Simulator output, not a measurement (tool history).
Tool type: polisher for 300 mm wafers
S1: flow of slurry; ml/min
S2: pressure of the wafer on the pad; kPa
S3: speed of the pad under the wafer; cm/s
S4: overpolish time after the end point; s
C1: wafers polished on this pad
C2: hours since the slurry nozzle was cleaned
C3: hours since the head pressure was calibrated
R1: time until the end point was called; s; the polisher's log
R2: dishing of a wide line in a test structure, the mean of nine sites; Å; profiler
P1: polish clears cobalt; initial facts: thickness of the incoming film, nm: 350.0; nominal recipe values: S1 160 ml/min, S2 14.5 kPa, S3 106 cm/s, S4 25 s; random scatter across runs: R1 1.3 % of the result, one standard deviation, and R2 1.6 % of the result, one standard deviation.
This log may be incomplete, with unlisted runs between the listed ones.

| run | hour | S1 | S2 | S3 | S4 | C1 | C2 | C3 | R1 | R2 |
|---|---|---|---|---|---|---|---|---|---|---|
| 1 | 14.6 | 160 | 14.5 | 106 | 25 | 313 | 438.4 | 960 | 70.159 | 566.37 |
| 2 | 25.2 | 160 | 14.5 | 106 | 25 | 375 | 449 | 970.6 | 69.565 | 568.55 |
| 3 | 37.4 | 160 | 6.9 | 106 | 25 | 445 | 461.2 | 982.8 | 145.87 | 406.84 |
| 4 | 53.3 | 160 | 14.5 | 106 | 49 | 537 | 477.1 | 998.7 | 69.803 | 666.36 |
| 5 | 66.3 | 160 | 14.5 | 48 | 25 | 612 | 490.1 | 1011.7 | 151.75 | 389.24 |
|  | 69.4 | head pressure recalibrated |
| 6 | 77.4 | 160 | 14.5 | 106 | 25 | 677 | 501.2 | 8.1 | 70.081 | 566.34 |
| 7 | 89.2 | 160 | 14.5 | 106 | 25 | 745 | 513 | 19.9 | 69.553 | 579.68 |
| 8 | 104 | 95 | 14.5 | 106 | 25 | 830 | 527.8 | 34.7 | 77.696 | 534.03 |
| 9 | 117.8 | 160 | 14.5 | 106 | 25 | 910 | 541.6 | 48.5 | 68.846 | 565.2 |
| 10 | 134.2 | 95 | 9.7 | 106 | 25 | 1005 | 558 | 64.9 | 117.61 | 465.36 |
| 11 | 144.9 | 160 | 14.5 | 164 | 25 | 1067 | 568.7 | 75.6 | 44.552 | 637.76 |
| 12 | 159.2 | 160 | 14.5 | 106 | 8 | 1150 | 583 | 89.9 | 69.445 | 304.19 |
| 13 | 171.2 | 215 | 14.5 | 106 | 25 | 1219 | 595 | 101.9 | 67.517 | 574.08 |
| 14 | 179 | 160 | 20.7 | 106 | 25 | 1264 | 602.8 | 109.7 | 48.843 | 627.43 |
| 15 | 192.6 | 160 | 7.6 | 106 | 36 | 1343 | 616.4 | 123.3 | 131.16 | 514.87 |
| 16 | 208.4 | 160 | 14.5 | 106 | 25 | 1434 | 632.2 | 139.1 | 68.625 | 559.48 |
| 17 | 216.6 | 160 | 14.5 | 106 | 25 | 1482 | 640.4 | 147.3 | 72.767 | 568.23 |
| 18 | 223.9 | 160 | 14.5 | 106 | 25 | 1524 | 647.7 | 154.6 | 72.574 | 566.44 |
|  | 235.4 | head pressure recalibrated |
| 19 | 240.9 | 160 | 14.5 | 106 | 25 | 1622 | 664.7 | 5.6 | 76.528 | 557.99 |
| 20 | 249.8 | 160 | 14.5 | 106 | 25 | 1674 | 673.6 | 14.5 | 74.715 | 543.25 |
| 21 | 260.8 | 160 | 14.5 | 106 | 25 | 1737 | 684.6 | 25.5 | 74.858 | 558.91 |
| 22 | 271.6 | 160 | 14.5 | 106 | 25 | 1800 | 695.4 | 36.3 | 76.339 | 549.3 |

The output of P1 has drifted from where it used to be. Each of the 2 causes below, taken at the size shown beside it, accounts for the log equally well:
A: removal rate lost through wear of the pad, % = 7.91
B: slurry flow missing at the pad, % = 33.9
At approximately hour 208.4, the process output began to creep.
Why every other cause is out:
head's pressure below its setpoint, %: maintenance at hour 235.4, after the shift began, did not return the process to its former output

The 4 check runs listed below each average the results of 5 wafers, and their outcomes are marked with question marks. Under which run would the listed causes produce clearly different results?
| check 1 | 282.4 | 160 | 6.9 | 50 | 25 |  |  |  | ? | ? |
| check 2 | 282.4 | 160 | 14.5 | 136 | 47 |  |  |  | ? | ? |
| check 3 | 282.4 | 160 | 20 | 54 | 25 |  |  |  | ? | ? |
| check 4 | 282.4 | 95 | 14.5 | 106 | 8 |  |  |  | ? | ? |

If the cause were each of the candidates in turn, the checks would give the following:
| check | result | if A | if B |
|---|---|---|---|
| check 1 | R1 | 336.16 | 336.12 |
| check 1 | R2 | 217.01 | 217.03 |
| check 2 | R1 | 58.852 | 58.844 |
| check 2 | R2 | 658.26 | 658.26 |
| check 3 | R1 | 107.33 | 107.32 |
| check 3 | R2 | 472.31 | 472.34 |
| check 4 | R1 | 84.209 | 88.303 |
| check 4 | R2 | 261.47 | 251.98 |
Gap, in per cent, between the two causes that each check separates least, read from the result that separates them most: check 1 0.01 %; check 2 0.01 %; check 3 0.01 %; check 4 4.75 %
Check 4 is the one run that separates the causes; every other check would come out nearly the same whichever cause is at work.

Check 4 has now been run. It gave: R1 84.385 s; R2 260.43 Å. Which of the candidate causes is it?

It was cause A: removal rate lost through wear of the pad, %.
